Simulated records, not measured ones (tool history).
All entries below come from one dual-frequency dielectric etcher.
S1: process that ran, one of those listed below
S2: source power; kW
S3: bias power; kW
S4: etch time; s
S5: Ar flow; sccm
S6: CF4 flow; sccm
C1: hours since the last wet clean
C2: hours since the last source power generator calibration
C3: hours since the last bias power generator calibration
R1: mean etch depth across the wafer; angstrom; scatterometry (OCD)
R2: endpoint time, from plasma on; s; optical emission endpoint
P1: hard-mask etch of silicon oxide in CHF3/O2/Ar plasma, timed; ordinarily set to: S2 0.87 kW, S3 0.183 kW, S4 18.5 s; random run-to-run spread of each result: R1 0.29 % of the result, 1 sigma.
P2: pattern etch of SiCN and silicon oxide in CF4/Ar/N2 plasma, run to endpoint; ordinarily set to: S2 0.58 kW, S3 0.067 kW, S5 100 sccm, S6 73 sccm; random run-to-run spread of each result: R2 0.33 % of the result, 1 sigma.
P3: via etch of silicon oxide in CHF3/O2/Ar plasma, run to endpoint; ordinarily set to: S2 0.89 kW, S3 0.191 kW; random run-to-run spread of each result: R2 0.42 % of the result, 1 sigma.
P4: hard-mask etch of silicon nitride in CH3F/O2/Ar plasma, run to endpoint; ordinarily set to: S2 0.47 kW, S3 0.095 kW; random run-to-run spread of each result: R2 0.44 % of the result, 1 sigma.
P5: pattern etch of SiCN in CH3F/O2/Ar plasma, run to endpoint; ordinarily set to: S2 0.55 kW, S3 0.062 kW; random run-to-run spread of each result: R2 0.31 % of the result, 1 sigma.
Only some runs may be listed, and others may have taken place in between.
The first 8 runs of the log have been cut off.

run     day  S1    S2     S3    S4   S5   S6     C1      C2      C3      R1      R2
  9   5.075  P2  0.58  0.067        100  102  294.5  1062.1  2760.5          8.5484
 10   5.429  P4  0.47  0.095                    303  1070.6    2769            47.6
 11   6.112  P1   0.6  0.183  18.5            319.4    1087  2785.4  360.15
 12   6.854  P4  0.47  0.095                  337.2  1104.8  2803.2           47.64
 13   7.188  P1  0.87  0.183  18.5            345.2  1112.8  2811.2  415.33
      7.333  -- bias power generator calibrated
 14   7.804  P4  0.32  0.095                    360  1127.6    11.3          54.968
 15   8.467  P3  0.89  0.191                  375.9  1143.5    27.2          319.35
 16   8.804  P1  1.04  0.183  18.5              384  1151.6    35.3  446.12
 17   9.504  P2  0.81  0.067        100   73  400.8  1168.4    52.1          6.6558
 18  10.088  P1  0.87  0.183    25            414.8  1182.4    66.1  564.74
 19    10.8  P1  0.87  0.183  18.5            431.9  1199.5    83.2  416.12
 20  11.388  P1  0.87  0.183  11.5              446  1213.6    97.3  258.52
 21  11.758  P1  0.87  0.129  18.5            454.9  1222.5   106.2  370.71

What will run 22 give?
 22  12.15  P3  0.89  0.191              464.3  1231.9  115.6       ?

For run 22 the tool returned R2 318.68 s.

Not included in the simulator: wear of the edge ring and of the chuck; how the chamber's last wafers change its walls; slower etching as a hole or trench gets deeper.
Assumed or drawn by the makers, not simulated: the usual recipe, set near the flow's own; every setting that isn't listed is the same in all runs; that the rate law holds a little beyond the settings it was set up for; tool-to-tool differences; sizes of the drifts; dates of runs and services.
